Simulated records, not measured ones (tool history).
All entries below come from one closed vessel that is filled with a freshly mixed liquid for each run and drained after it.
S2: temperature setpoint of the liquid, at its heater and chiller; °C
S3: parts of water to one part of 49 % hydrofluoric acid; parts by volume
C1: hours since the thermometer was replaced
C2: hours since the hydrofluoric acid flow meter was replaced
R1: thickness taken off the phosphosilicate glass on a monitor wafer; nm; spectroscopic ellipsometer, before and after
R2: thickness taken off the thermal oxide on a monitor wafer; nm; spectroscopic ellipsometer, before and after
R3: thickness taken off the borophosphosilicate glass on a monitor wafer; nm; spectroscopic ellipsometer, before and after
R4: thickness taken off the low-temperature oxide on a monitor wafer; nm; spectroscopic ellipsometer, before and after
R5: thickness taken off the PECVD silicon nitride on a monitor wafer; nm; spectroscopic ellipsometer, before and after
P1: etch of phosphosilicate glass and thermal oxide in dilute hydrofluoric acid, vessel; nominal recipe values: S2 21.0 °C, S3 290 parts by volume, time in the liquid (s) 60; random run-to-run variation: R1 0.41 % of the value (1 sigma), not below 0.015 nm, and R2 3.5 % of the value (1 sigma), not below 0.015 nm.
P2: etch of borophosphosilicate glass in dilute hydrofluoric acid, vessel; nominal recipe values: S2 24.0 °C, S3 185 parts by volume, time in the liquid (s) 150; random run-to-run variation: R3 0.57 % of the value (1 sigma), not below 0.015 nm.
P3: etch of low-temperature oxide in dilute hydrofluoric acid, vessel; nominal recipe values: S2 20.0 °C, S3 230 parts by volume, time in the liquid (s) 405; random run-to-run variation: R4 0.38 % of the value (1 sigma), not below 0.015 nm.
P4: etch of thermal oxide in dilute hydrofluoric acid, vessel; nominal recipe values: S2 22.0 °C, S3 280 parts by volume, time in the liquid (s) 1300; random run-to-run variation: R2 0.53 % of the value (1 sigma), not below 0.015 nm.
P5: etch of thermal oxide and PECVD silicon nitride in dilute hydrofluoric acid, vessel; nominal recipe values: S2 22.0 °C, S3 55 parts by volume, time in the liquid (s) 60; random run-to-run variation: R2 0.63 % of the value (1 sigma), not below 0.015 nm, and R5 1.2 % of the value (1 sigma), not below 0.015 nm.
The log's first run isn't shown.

Run 2, hour 10.3: process that ran P2, S2 24.0 °C, S3 185 parts by volume, time in the liquid (s) 150; C1 274.5; C2 716.1. Result: R3 27.945 nm.
Run 3, hour 12.8: process that ran P3, S2 20.0 °C, S3 230 parts by volume, time in the liquid (s) 405; C1 277.0; C2 718.6. Result: R4 13.931 nm.
Run 4, hour 15.8: process that ran P4, S2 22.0 °C, S3 155 parts by volume, time in the liquid (s) 1300; C1 280.0; C2 721.6. Result: R2 33.97500 nm.
Run 5, hour 19.3: process that ran P3, S2 24.0 °C, S3 230 parts by volume, time in the liquid (s) 405; C1 283.5; C2 725.1. Result: R4 16.135 nm.
Run 6, hour 24.9: process that ran P4, S2 27.0 °C, S3 280 parts by volume, time in the liquid (s) 1300; C1 289.1; C2 730.7. Result: R2 19.79800 nm.
Run 7, hour 29.2: process that ran P1, S2 21.0 °C, S3 290 parts by volume, time in the liquid (s) 60; C1 293.4; C2 735.0. Result: R1 30.759 nm, R2 0.69587 nm.
Run 8, hour 32.0: process that ran P5, S2 22.0 °C, S3 55 parts by volume, time in the liquid (s) 30; C1 296.2; C2 737.8. Result: R2 2.52170 nm, R5 1.1462 nm.
Run 9, hour 35.1: process that ran P5, S2 26.5 °C, S3 55 parts by volume, time in the liquid (s) 60; C1 299.3; C2 740.9. Result: R2 6.09600 nm, R5 3.0009 nm.
Run 10, hour 38.0: process that ran P4, S2 22.0 °C, S3 280 parts by volume, time in the liquid (s) 2555; C1 302.2; C2 743.8. Result: R2 32.28700 nm.
Run 11, hour 41.0: process that ran P1, S2 29.0 °C, S3 290 parts by volume, time in the liquid (s) 60; C1 305.2; C2 746.8. Result: R1 40.772 nm, R2 0.88651 nm.
Run 12, hour 44.6: process that ran P1, S2 21.0 °C, S3 510 parts by volume, time in the liquid (s) 60; C1 308.8; C2 750.4. Result: R1 14.619 nm, R2 0.32367 nm.
Run 13, hour 48.4: process that ran P1, S2 21.0 °C, S3 290 parts by volume, time in the liquid (s) 85; C1 312.6; C2 754.2. Result: R1 43.915 nm, R2 0.99379 nm.
Run 14, hour 53.7: process that ran P1, S2 21.0 °C, S3 120 parts by volume, time in the liquid (s) 60; C1 317.9; C2 759.5. Result: R1 88.847 nm, R2 1.95680 nm.
Run 15, hour 57.5: process that ran P1, S2 21.0 °C, S3 290 parts by volume, time in the liquid (s) 30; C1 321.7; C2 763.3. Result: R1 15.438 nm, R2 0.32390 nm.
Run 16, hour 62.8: process that ran P1, S2 17.5 °C, S3 290 parts by volume, time in the liquid (s) 60; C1 327.0; C2 768.6. Result: R1 27.289 nm, R2 0.57288 nm.
Run 17, hour 65.8: process that ran P2, S2 24.0 °C, S3 185 parts by volume, time in the liquid (s) 150; C1 330.0; C2 771.6. Result: R3 28.329 nm.
Run 18, hour 70.6: process that ran P5, S2 22.0 °C, S3 55 parts by volume, time in the liquid (s) 60; C1 334.8; C2 776.4. Result: R2 5.12140 nm, R5 2.3078 nm.
Run 19, hour 74.4: process that ran P2, S2 24.0 °C, S3 185 parts by volume, time in the liquid (s) 255; C1 338.6; C2 780.2. Result: R3 47.190 nm.
Run 20, hour 76.8: process that ran P1, S2 21.0 °C, S3 290 parts by volume, time in the liquid (s) 60; C1 341.0; C2 782.6. Result: R1 30.943 nm, R2 0.69427 nm.
Run 21, hour 81.7: process that ran P2, S2 24.0 °C, S3 85 parts by volume, time in the liquid (s) 150; C1 345.9; C2 787.5. Result: R3 67.835 nm.
Run 22, hour 85.5: process that ran P1, S2 21.0 °C, S3 290 parts by volume, time in the liquid (s) 60; C1 349.7; C2 791.3. Result: R1 30.806 nm, R2 0.72476 nm.
Run 23, hour 89.0: process that ran P5, S2 22.0 °C, S3 20 parts by volume, time in the liquid (s) 60; C1 353.2; C2 794.8. Result: R2 14.66100 nm, R5 6.1035 nm.
Run 24, hour 91.5: process that ran P1, S2 17.0 °C, S3 465 parts by volume, time in the liquid (s) 60; C1 355.7; C2 797.3. Result: R1 14.513 nm, R2 0.33642 nm.
Run 25, hour 95.5: process that ran P4, S2 22.0 °C, S3 280 parts by volume, time in the liquid (s) 1300; C1 359.7; C2 801.3. Result: R2 16.58600 nm.

Run 26, settings as shown, results not yet in. Your forecast:
Run 26, hour 98.3: process that ran P3, S2 20.0 °C, S3 230 parts by volume, time in the liquid (s) 610; C1 362.5; C2 804.1. Result: R4 ?.

R4: 21.037 nm
